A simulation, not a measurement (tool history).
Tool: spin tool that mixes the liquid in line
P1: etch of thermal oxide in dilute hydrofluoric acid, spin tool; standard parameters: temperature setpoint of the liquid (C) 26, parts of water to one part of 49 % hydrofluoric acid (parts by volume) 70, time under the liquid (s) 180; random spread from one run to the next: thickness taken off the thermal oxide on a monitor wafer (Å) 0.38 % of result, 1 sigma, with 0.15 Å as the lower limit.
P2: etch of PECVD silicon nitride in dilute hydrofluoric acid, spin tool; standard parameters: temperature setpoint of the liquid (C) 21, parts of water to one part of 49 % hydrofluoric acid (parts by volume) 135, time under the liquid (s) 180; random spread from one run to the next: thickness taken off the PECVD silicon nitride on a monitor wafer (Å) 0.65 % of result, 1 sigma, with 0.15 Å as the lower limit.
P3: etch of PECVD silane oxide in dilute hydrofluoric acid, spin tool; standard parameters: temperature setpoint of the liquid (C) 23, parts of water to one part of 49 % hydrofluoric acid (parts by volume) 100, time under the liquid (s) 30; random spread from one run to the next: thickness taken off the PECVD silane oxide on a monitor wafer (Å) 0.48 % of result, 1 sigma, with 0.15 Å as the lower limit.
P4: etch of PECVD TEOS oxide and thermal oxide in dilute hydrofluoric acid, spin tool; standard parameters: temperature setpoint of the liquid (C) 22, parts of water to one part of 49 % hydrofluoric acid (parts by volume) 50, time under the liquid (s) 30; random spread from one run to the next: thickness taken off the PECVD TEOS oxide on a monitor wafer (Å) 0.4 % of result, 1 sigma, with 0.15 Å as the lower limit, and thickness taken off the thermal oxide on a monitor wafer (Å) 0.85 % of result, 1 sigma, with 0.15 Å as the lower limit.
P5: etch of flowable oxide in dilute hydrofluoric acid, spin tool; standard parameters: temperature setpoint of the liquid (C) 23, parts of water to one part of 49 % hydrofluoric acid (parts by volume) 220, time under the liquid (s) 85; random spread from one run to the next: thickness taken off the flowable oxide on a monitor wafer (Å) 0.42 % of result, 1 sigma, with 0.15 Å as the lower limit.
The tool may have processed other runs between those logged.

| run | hour | process that ran | temperature setpoint of the liquid (C) | parts of water to one part of 49 % hydrofluoric acid (parts by volume) | time under the liquid (s) | hours since the thermometer was replaced | hours since the hydrofluoric acid flow meter was replaced | thickness taken off the thermal oxide on a monitor wafer (Å) | thickness taken off the PECVD silane oxide on a monitor wafer (Å) | thickness taken off the PECVD TEOS oxide on a monitor wafer (Å) | thickness taken off the flowable oxide on a monitor wafer (Å) | thickness taken off the PECVD silicon nitride on a monitor wafer (Å) |
|---|---|---|---|---|---|---|---|---|---|---|---|---|
| 1 | 8.8 | P1 | 26 | 70 | 180 | 1692.9 | 1216.7 | 136.05 |  |  |  |  |
| 2 | 20.1 | P3 | 23 | 100 | 30 | 1704.2 | 1228 |  | 51.085 |  |  |  |
| 3 | 28.5 | P4 | 22 | 50 | 45 | 1712.6 | 1236.4 | 40.051 |  | 110.21 |  |  |
| 4 | 36.1 | P3 | 23 | 100 | 30 | 1720.2 | 1244 |  | 51.519 |  |  |  |
| 5 | 42.3 | P5 | 23 | 360 | 85 | 1726.4 | 1250.2 |  |  |  | 68.123 |  |
|  | 54.2 | thermometer replaced |
| 6 | 55.3 | P2 | 17 | 135 | 180 | 1.1 | 1263.2 |  |  |  |  | 24.624 |
| 7 | 63 | P5 | 17 | 220 | 85 | 8.8 | 1270.9 |  |  |  | 101.59 |  |
| 8 | 74.8 | P1 | 26 | 70 | 180 | 20.6 | 1282.7 | 136.57 |  |  |  |  |
| 9 | 83.9 | P4 | 22 | 85 | 30 | 29.7 | 1291.8 | 15.033 |  | 41.376 |  |  |
| 10 | 92.3 | P1 | 26 | 70 | 300 | 38.1 | 1300.2 | 226.72 |  |  |  |  |
| 11 | 101.1 | P2 | 21 | 135 | 80 | 46.9 | 1309 |  |  |  |  | 14.57 |
| 12 | 109.6 | P4 | 22 | 50 | 30 | 55.4 | 1317.5 | 27.138 |  | 73.489 |  |  |
| 13 | 117.9 | P4 | 22 | 50 | 30 | 63.7 | 1325.8 | 27.376 |  | 73.612 |  |  |
| 14 | 127.2 | P1 | 26 | 70 | 180 | 73 | 1335.1 | 135.8 |  |  |  |  |
| 15 | 134.6 | P1 | 26 | 120 | 180 | 80.4 | 1342.5 | 74.754 |  |  |  |  |
| 16 | 144.5 | P1 | 31 | 70 | 180 | 90.3 | 1352.4 | 165.08 |  |  |  |  |
| 17 | 157.5 | P3 | 17 | 100 | 30 | 103.3 | 1365.4 |  | 39.561 |  |  |  |
| 18 | 166.5 | P1 | 20 | 70 | 180 | 112.3 | 1374.4 | 106.12 |  |  |  |  |
| 19 | 172.4 | P1 | 26 | 30 | 180 | 118.2 | 1380.3 | 338.95 |  |  |  |  |
| 20 | 179.6 | P1 | 26 | 70 | 180 | 125.4 | 1387.5 | 136.02 |  |  |  |  |
| 21 | 189.8 | P1 | 32.5 | 70 | 280 | 135.6 | 1397.7 | 275.97 |  |  |  |  |
| 22 | 197.7 | P3 | 23 | 35 | 30 | 143.5 | 1405.6 |  | 158.24 |  |  |  |
| 23 | 208.9 | P1 | 26 | 120 | 320 | 154.7 | 1416.8 | 133.25 |  |  |  |  |
| 24 | 218.3 | P5 | 23 | 220 | 125 | 164.1 | 1426.2 |  |  |  | 187.11 |  |
| 25 | 230 | P1 | 26 | 70 | 180 | 175.8 | 1437.9 | 136.94 |  |  |  |  |
| 26 | 243.8 | P5 | 23 | 220 | 85 | 189.6 | 1451.7 |  |  |  | 126.95 |  |
| 27 | 254.5 | P4 | 17 | 50 | 30 | 200.3 | 1462.4 | 21.852 |  | 59.514 |  |  |
| 28 | 263.7 | P2 | 21 | 135 | 180 | 209.5 | 1471.6 |  |  |  |  | 32.537 |
| 29 | 276.7 | P1 | 26 | 70 | 180 | 222.5 | 1484.6 | 135.84 |  |  |  |  |
| 30 | 284.1 | P3 | 23 | 100 | 60 | 229.9 | 1492 |  | 101.75 |  |  |  |
| 31 | 295.5 | P2 | 21 | 225 | 180 | 241.3 | 1503.4 |  |  |  |  | 19.342 |
| 32 | 302.4 | P1 | 34 | 120 | 180 | 248.2 | 1510.3 | 99.364 |  |  |  |  |
| 33 | 310.5 | P5 | 23 | 220 | 85 | 256.3 | 1518.4 |  |  |  | 127.57 |  |
| 34 | 317.6 | P1 | 26 | 70 | 75 | 263.4 | 1525.5 | 56.776 |  |  |  |  |
| 35 | 324.6 | P1 | 26 | 70 | 180 | 270.4 | 1532.5 | 136.99 |  |  |  |  |
| 36 | 337.1 | P1 | 26 | 70 | 180 | 282.9 | 1545 | 139.01 |  |  |  |  |
| 37 | 347.1 | P1 | 26 | 70 | 180 | 292.9 | 1555 | 142 |  |  |  |  |
| 38 | 355.9 | P1 | 26 | 70 | 180 | 301.7 | 1563.8 | 141.8 |  |  |  |  |
| 39 | 369.4 | P1 | 26 | 70 | 180 | 315.2 | 1577.3 | 143.04 |  |  |  |  |
| 40 | 380.3 | P1 | 26 | 70 | 180 | 326.1 | 1588.2 | 143.64 |  |  |  |  |
| 41 | 393.4 | P1 | 26 | 70 | 180 | 339.2 | 1601.3 | 143.11 |  |  |  |  |
| 42 | 405.5 | P1 | 26 | 70 | 180 | 351.3 | 1613.4 | 144.46 |  |  |  |  |
| 43 | 417.5 | P1 | 26 | 70 | 180 | 363.3 | 1625.4 | 144.54 |  |  |  |  |
| 44 | 428.7 | P1 | 26 | 70 | 180 | 374.5 | 1636.6 | 144.26 |  |  |  |  |
| 45 | 436.7 | P1 | 26 | 70 | 180 | 382.5 | 1644.6 | 145.18 |  |  |  |  |

What P1 gives has crept off from where it sat before. The 2 causes that follow fit the log equally well, each at the size noted:
A: hydrofluoric acid flow above the setpoint (%) = 5.37
B: liquid hotter than its thermometer reads (K) = 1.45
Onset of the creep was near hour 324.6.

4 check runs are offered, each on 3 wafers whose results are averaged, their results left as question marks. Which one tells the causes apart?
| check 1 | 444.7 | P4 | 22 | 80 | 30 |  |  | ? |  | ? |  |  |
| check 2 | 444.7 | P2 | 17 | 135 | 105 |  |  |  |  |  |  | ? |
| check 3 | 444.7 | P3 | 17 | 100 | 60 |  |  |  | ? |  |  |  |
| check 4 | 444.7 | P5 | 17 | 220 | 85 |  |  |  |  |  | ? |  |

Expected result of each check under each candidate cause:
| check | result | if A | if B |
|---|---|---|---|
| check 1 | thickness taken off the thermal oxide on a monitor wafer (Å) | 17.136 | 17.164 |
| check 1 | thickness taken off the PECVD TEOS oxide on a monitor wafer (Å) | 46.94 | 47.018 |
| check 2 | thickness taken off the PECVD silicon nitride on a monitor wafer (Å) | 15.14 | 15.898 |
| check 3 | thickness taken off the PECVD silane oxide on a monitor wafer (Å) | 84.749 | 85.013 |
| check 4 | thickness taken off the flowable oxide on a monitor wafer (Å) | 108.02 | 107.41 |
Per-check spread between the two closest causes, in the result where they differ most: check 1 0.17 %; check 2 4.88 %; check 3 0.31 %; check 4 0.56 %
Check 2 is the one run that separates the causes; every other check would come out nearly the same whichever cause is at work.

Here is what check 2 returned: thickness taken off the PECVD silicon nitride on a monitor wafer (Å) 15.879. Which cause is it?

It was cause B: liquid hotter than its thermometer reads (K).

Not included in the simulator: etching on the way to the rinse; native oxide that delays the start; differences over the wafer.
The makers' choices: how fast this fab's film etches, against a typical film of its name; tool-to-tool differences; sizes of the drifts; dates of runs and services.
